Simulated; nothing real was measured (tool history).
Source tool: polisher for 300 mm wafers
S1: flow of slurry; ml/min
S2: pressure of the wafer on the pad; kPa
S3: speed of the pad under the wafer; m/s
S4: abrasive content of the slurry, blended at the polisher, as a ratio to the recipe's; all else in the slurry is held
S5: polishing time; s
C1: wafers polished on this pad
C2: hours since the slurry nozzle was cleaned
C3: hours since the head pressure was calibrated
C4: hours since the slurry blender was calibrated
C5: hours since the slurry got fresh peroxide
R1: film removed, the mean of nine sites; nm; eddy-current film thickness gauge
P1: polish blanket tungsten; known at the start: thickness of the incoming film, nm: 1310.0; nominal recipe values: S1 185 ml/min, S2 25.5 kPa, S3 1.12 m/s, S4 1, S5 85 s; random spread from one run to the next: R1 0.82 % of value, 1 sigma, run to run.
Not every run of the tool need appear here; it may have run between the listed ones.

{"run": 1, "hour": 15.5, "S1": 185, "S2": 25.5, "S3": 1.12, "S4": 1, "S5": 85, "C1": 317, "C2": 154.2, "C3": 787.6, "C4": 88.4, "C5": 79.7, "R1": 532.14}
{"run": 2, "hour": 29.7, "S1": 185, "S2": 25.5, "S3": 1.12, "S4": 1, "S5": 85, "C1": 455, "C2": 168.4, "C3": 801.8, "C4": 102.6, "C5": 93.9, "R1": 540.99}
{"run": 3, "hour": 38.9, "S1": 185, "S2": 25.5, "S3": 1.72, "S4": 1, "S5": 85, "C1": 545, "C2": 177.6, "C3": 811, "C4": 111.8, "C5": 103.1, "R1": 826.51}
{"run": 4, "hour": 51.5, "S1": 185, "S2": 25.5, "S3": 1.12, "S4": 0.65, "S5": 85, "C1": 668, "C2": 190.2, "C3": 823.6, "C4": 124.4, "C5": 115.7, "R1": 480.9}
{"run": 5, "hour": 62.5, "S1": 185, "S2": 25.5, "S3": 1.12, "S4": 1, "S5": 85, "C1": 775, "C2": 201.2, "C3": 834.6, "C4": 135.4, "C5": 126.7, "R1": 535.07}
{"run": 6, "hour": 73.6, "S1": 185, "S2": 25.5, "S3": 1.12, "S4": 1, "S5": 55, "C1": 883, "C2": 212.3, "C3": 845.7, "C4": 146.5, "C5": 137.8, "R1": 346.95}
{"run": 7, "hour": 87.1, "S1": 255, "S2": 25.5, "S3": 1.12, "S4": 1, "S5": 85, "C1": 1015, "C2": 225.8, "C3": 859.2, "C4": 160, "C5": 151.3, "R1": 552.96}
{"run": 8, "hour": 105.6, "S1": 185, "S2": 33.1, "S3": 1.12, "S4": 1, "S5": 85, "C1": 1195, "C2": 244.3, "C3": 877.7, "C4": 178.5, "C5": 169.8, "R1": 691.22}
{"run": 9, "hour": 117.4, "S1": 185, "S2": 25.5, "S3": 1.12, "S4": 1.25, "S5": 42, "C1": 1310, "C2": 256.1, "C3": 889.5, "C4": 190.3, "C5": 181.6, "R1": 277.89}
{"run": 10, "hour": 131.1, "S1": 185, "S2": 25.5, "S3": 1.12, "S4": 1, "S5": 85, "C1": 1444, "C2": 269.8, "C3": 903.2, "C4": 204, "C5": 195.3, "R1": 537.63}
{"run": 11, "hour": 144.2, "S1": 110, "S2": 25.5, "S3": 1.12, "S4": 1, "S5": 85, "C1": 1572, "C2": 282.9, "C3": 916.3, "C4": 217.1, "C5": 208.4, "R1": 489.5}
{"hour": 149.8, "done": "head pressure recalibrated"}
{"hour": 155.5, "done": "slurry nozzle cleaned"}
{"run": 12, "hour": 156.4, "S1": 185, "S2": 11.7, "S3": 1.12, "S4": 1, "S5": 85, "C1": 1691, "C2": 0.9, "C3": 6.7, "C4": 229.3, "C5": 220.6, "R1": 245.96}
{"run": 13, "hour": 166.6, "S1": 185, "S2": 25.5, "S3": 1.12, "S4": 1, "S5": 85, "C1": 1790, "C2": 11.1, "C3": 16.9, "C4": 239.5, "C5": 230.8, "R1": 542.76}
{"run": 14, "hour": 175.2, "S1": 185, "S2": 25.5, "S3": 1.12, "S4": 1, "S5": 85, "C1": 1874, "C2": 19.7, "C3": 25.5, "C4": 248.1, "C5": 239.4, "R1": 538.32}
{"run": 15, "hour": 191.4, "S1": 185, "S2": 25.5, "S3": 1.12, "S4": 1.25, "S5": 85, "C1": 2032, "C2": 35.9, "C3": 41.7, "C4": 264.3, "C5": 255.6, "R1": 568.95}
{"run": 16, "hour": 205.7, "S1": 185, "S2": 25.5, "S3": 0.72, "S4": 1, "S5": 85, "C1": 2171, "C2": 50.2, "C3": 56, "C4": 278.6, "C5": 269.9, "R1": 341.67}

Run 17, settings as shown, results not yet in. Your forecast:
{"run": 17, "hour": 222.0, "S1": 185, "S2": 25.5, "S3": 1.12, "S4": 1, "S5": 110, "C1": 2330, "C2": 66.5, "C3": 72.3, "C4": 294.9, "C5": 286.2, "R1": "?"}

Run 17 gave R1 692.78 nm.
